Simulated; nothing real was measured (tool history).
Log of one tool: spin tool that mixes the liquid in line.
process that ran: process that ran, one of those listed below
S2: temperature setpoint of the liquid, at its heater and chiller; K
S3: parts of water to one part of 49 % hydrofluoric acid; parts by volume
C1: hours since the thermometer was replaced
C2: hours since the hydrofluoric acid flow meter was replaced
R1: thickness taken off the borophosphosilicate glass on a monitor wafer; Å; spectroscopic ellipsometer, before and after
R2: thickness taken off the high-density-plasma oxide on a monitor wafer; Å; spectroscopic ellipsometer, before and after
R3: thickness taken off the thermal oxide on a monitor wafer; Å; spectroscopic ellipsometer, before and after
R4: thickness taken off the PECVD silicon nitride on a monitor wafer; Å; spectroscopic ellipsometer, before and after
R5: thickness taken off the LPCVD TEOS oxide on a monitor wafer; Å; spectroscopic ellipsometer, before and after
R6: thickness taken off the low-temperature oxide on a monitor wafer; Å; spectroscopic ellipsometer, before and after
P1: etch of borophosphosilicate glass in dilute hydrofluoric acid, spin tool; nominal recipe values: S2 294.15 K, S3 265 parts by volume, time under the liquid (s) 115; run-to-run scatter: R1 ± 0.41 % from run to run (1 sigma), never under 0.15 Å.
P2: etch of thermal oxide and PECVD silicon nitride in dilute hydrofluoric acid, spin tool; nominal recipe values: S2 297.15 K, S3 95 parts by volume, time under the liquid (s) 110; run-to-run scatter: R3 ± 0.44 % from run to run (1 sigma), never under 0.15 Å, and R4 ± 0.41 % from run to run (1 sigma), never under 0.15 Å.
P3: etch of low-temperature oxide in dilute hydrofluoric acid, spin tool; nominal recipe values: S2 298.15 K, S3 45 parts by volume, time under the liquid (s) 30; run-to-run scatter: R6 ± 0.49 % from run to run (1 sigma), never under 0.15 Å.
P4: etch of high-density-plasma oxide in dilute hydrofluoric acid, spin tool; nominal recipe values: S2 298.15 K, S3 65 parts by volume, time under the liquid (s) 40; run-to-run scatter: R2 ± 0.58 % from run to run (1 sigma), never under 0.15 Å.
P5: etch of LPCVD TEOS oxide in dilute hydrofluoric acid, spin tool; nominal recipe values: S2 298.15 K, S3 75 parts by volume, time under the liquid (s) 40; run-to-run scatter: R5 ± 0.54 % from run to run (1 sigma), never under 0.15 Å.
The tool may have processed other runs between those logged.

{"run": 1, "hour": 8.5, "process that ran": "P1", "S2": 294.15, "S3": 265, "time under the liquid (s)": 115, "C1": 147.2, "C2": 1006.3, "R1": 239.69}
{"run": 2, "hour": 16.3, "process that ran": "P4", "S2": 306.15, "S3": 65, "time under the liquid (s)": 40, "C1": 155, "C2": 1014.1, "R2": 62.822}
{"run": 3, "hour": 24.5, "process that ran": "P2", "S2": 297.15, "S3": 95, "time under the liquid (s)": 30, "C1": 163.2, "C2": 1022.3, "R3": 15.84, "R4": 16.469}
{"run": 4, "hour": 34.1, "process that ran": "P1", "S2": 294.15, "S3": 265, "time under the liquid (s)": 115, "C1": 172.8, "C2": 1031.9, "R1": 236.82}
{"run": 5, "hour": 40.9, "process that ran": "P5", "S2": 298.15, "S3": 75, "time under the liquid (s)": 40, "C1": 179.6, "C2": 1038.7, "R5": 149.36}
{"run": 6, "hour": 47.7, "process that ran": "P1", "S2": 298.65, "S3": 265, "time under the liquid (s)": 115, "C1": 186.4, "C2": 1045.5, "R1": 279.31}
{"run": 7, "hour": 54.3, "process that ran": "P1", "S2": 294.15, "S3": 365, "time under the liquid (s)": 115, "C1": 193, "C2": 1052.1, "R1": 158.24}
{"run": 8, "hour": 61.8, "process that ran": "P1", "S2": 294.15, "S3": 265, "time under the liquid (s)": 15, "C1": 200.5, "C2": 1059.6, "R1": 30.969}
{"run": 9, "hour": 68.7, "process that ran": "P4", "S2": 298.15, "S3": 65, "time under the liquid (s)": 15, "C1": 207.4, "C2": 1066.5, "R2": 17.473}
{"run": 10, "hour": 77.9, "process that ran": "P1", "S2": 290.15, "S3": 265, "time under the liquid (s)": 115, "C1": 216.6, "C2": 1075.7, "R1": 205.5}
{"run": 11, "hour": 83.6, "process that ran": "P5", "S2": 298.15, "S3": 75, "time under the liquid (s)": 15, "C1": 222.3, "C2": 1081.4, "R5": 56.055}
{"run": 12, "hour": 93.6, "process that ran": "P5", "S2": 305.15, "S3": 75, "time under the liquid (s)": 40, "C1": 232.3, "C2": 1091.4, "R5": 195.19}
{"run": 13, "hour": 99.1, "process that ran": "P3", "S2": 298.15, "S3": 80, "time under the liquid (s)": 30, "C1": 237.8, "C2": 1096.9, "R6": 90.822}
{"run": 14, "hour": 104.9, "process that ran": "P5", "S2": 298.15, "S3": 75, "time under the liquid (s)": 40, "C1": 243.6, "C2": 1102.7, "R5": 149.9}
{"run": 15, "hour": 112.1, "process that ran": "P4", "S2": 298.15, "S3": 25, "time under the liquid (s)": 40, "C1": 250.8, "C2": 1109.9, "R2": 126.39}
{"run": 16, "hour": 119.4, "process that ran": "P2", "S2": 297.15, "S3": 95, "time under the liquid (s)": 110, "C1": 258.1, "C2": 1117.2, "R3": 56.57, "R4": 59.805}
{"run": 17, "hour": 124.0, "process that ran": "P4", "S2": 298.15, "S3": 65, "time under the liquid (s)": 40, "C1": 262.7, "C2": 1121.8, "R2": 46.217}
{"run": 18, "hour": 134.0, "process that ran": "P1", "S2": 290.65, "S3": 415, "time under the liquid (s)": 115, "C1": 272.7, "C2": 1131.8, "R1": 118.19}
{"run": 19, "hour": 140.0, "process that ran": "P1", "S2": 294.15, "S3": 265, "time under the liquid (s)": 115, "C1": 278.7, "C2": 1137.8, "R1": 240}
{"run": 20, "hour": 146.5, "process that ran": "P2", "S2": 297.15, "S3": 45, "time under the liquid (s)": 110, "C1": 285.2, "C2": 1144.3, "R3": 128.27, "R4": 124.84}
{"run": 21, "hour": 152.9, "process that ran": "P1", "S2": 294.15, "S3": 265, "time under the liquid (s)": 185, "C1": 291.6, "C2": 1150.7, "R1": 383.17}
{"run": 22, "hour": 157.9, "process that ran": "P1", "S2": 294.15, "S3": 110, "time under the liquid (s)": 190, "C1": 296.6, "C2": 1155.7, "R1": 1107.4}
{"run": 23, "hour": 166.8, "process that ran": "P3", "S2": 305.15, "S3": 45, "time under the liquid (s)": 30, "C1": 305.5, "C2": 1164.6, "R6": 225.56}
{"run": 24, "hour": 171.5, "process that ran": "P3", "S2": 298.15, "S3": 45, "time under the liquid (s)": 30, "C1": 310.2, "C2": 1169.3, "R6": 171.03}
{"run": 25, "hour": 177.8, "process that ran": "P5", "S2": 298.15, "S3": 105, "time under the liquid (s)": 40, "C1": 316.5, "C2": 1175.6, "R5": 102.11}
{"run": 26, "hour": 185.5, "process that ran": "P3", "S2": 298.15, "S3": 45, "time under the liquid (s)": 15, "C1": 324.2, "C2": 1183.3, "R6": 84.95}
{"run": 27, "hour": 192.5, "process that ran": "P1", "S2": 294.15, "S3": 110, "time under the liquid (s)": 115, "C1": 331.2, "C2": 1190.3, "R1": 674.68}
{"run": 28, "hour": 198.2, "process that ran": "P1", "S2": 294.15, "S3": 265, "time under the liquid (s)": 115, "C1": 336.9, "C2": 1196, "R1": 238.83}
{"run": 29, "hour": 202.7, "process that ran": "P2", "S2": 304.65, "S3": 95, "time under the liquid (s)": 110, "C1": 341.4, "C2": 1200.5, "R3": 75.321, "R4": 97.059}
{"run": 30, "hour": 211.2, "process that ran": "P1", "S2": 294.15, "S3": 265, "time under the liquid (s)": 115, "C1": 349.9, "C2": 1209, "R1": 238.31}
{"run": 31, "hour": 220.9, "process that ran": "P1", "S2": 294.15, "S3": 265, "time under the liquid (s)": 115, "C1": 359.6, "C2": 1218.7, "R1": 240.84}
{"run": 32, "hour": 228.3, "process that ran": "P1", "S2": 294.15, "S3": 265, "time under the liquid (s)": 115, "C1": 367, "C2": 1226.1, "R1": 234.2}
{"run": 33, "hour": 234.5, "process that ran": "P1", "S2": 294.15, "S3": 265, "time under the liquid (s)": 115, "C1": 373.2, "C2": 1232.3, "R1": 232.27}
{"run": 34, "hour": 244.1, "process that ran": "P1", "S2": 294.15, "S3": 265, "time under the liquid (s)": 115, "C1": 382.8, "C2": 1241.9, "R1": 228.06}
{"run": 35, "hour": 253.0, "process that ran": "P1", "S2": 294.15, "S3": 265, "time under the liquid (s)": 115, "C1": 391.7, "C2": 1250.8, "R1": 226.38}
{"run": 36, "hour": 263.0, "process that ran": "P1", "S2": 294.15, "S3": 265, "time under the liquid (s)": 115, "C1": 401.7, "C2": 1260.8, "R1": 225.34}
{"run": 37, "hour": 270.8, "process that ran": "P1", "S2": 294.15, "S3": 265, "time under the liquid (s)": 115, "C1": 409.5, "C2": 1268.6, "R1": 224.32}
{"run": 38, "hour": 275.8, "process that ran": "P1", "S2": 294.15, "S3": 265, "time under the liquid (s)": 115, "C1": 414.5, "C2": 1273.6, "R1": 224.63}
{"run": 39, "hour": 280.2, "process that ran": "P1", "S2": 294.15, "S3": 265, "time under the liquid (s)": 115, "C1": 418.9, "C2": 1278, "R1": 221.98}
{"run": 40, "hour": 290.0, "process that ran": "P1", "S2": 294.15, "S3": 265, "time under the liquid (s)": 115, "C1": 428.7, "C2": 1287.8, "R1": 222.64}
{"run": 41, "hour": 297.9, "process that ran": "P1", "S2": 294.15, "S3": 265, "time under the liquid (s)": 115, "C1": 436.6, "C2": 1295.7, "R1": 223.97}
{"run": 42, "hour": 303.3, "process that ran": "P1", "S2": 294.15, "S3": 265, "time under the liquid (s)": 115, "C1": 442, "C2": 1301.1, "R1": 224.43}

P1 has crept away from where it was. The log is fitted equally well by each of these 2 causes, at the sizes shown:
A: liquid colder than its thermometer reads (K) = 1.84
B: hydrofluoric acid flow below the setpoint (%) = 5.3
The creep began at about hour 220.9.

Each of the 4 check runs below uses one wafer; its results are left as question marks. Which run tells the causes apart?
{"run": "check 1", "hour": 308.7, "process that ran": "P2", "S2": 297.15, "S3": 95, "time under the liquid (s)": 50, "R3": "?", "R4": "?"}
{"run": "check 2", "hour": 308.7, "process that ran": "P5", "S2": 304.65, "S3": 75, "time under the liquid (s)": 40, "R5": "?"}
{"run": "check 3", "hour": 308.7, "process that ran": "P4", "S2": 306.15, "S3": 65, "time under the liquid (s)": 15, "R2": "?"}
{"run": "check 4", "hour": 308.7, "process that ran": "P3", "S2": 298.15, "S3": 75, "time under the liquid (s)": 15, "R6": "?"}

Predicted outcomes, by check and by cause:
check=check_1 result=R3 if_A=24.041 if_B=24.349
check=check_1 result=R4 if_A=24.221 if_B=25.942
check=check_2 result=R5 if_A=178.26 if_B=179.93
check=check_3 result=R2 if_A=21.955 if_B=22.168
check=check_4 result=R6 if_A=45.508 if_B=46.161
Smallest distance between any two causes, each pair judged by its most separating result, in per cent: check 1 6.87 %; check 2 0.93 %; check 3 0.96 %; check 4 1.43 %
Only in check 1 would the causes give clearly different results; in the remaining checks their results would be nearly the same.

Here is what check 1 returned: R3 24.496 Å; R4 26.01 Å. Which cause is it?

It was cause B: hydrofluoric acid flow below the setpoint (%).
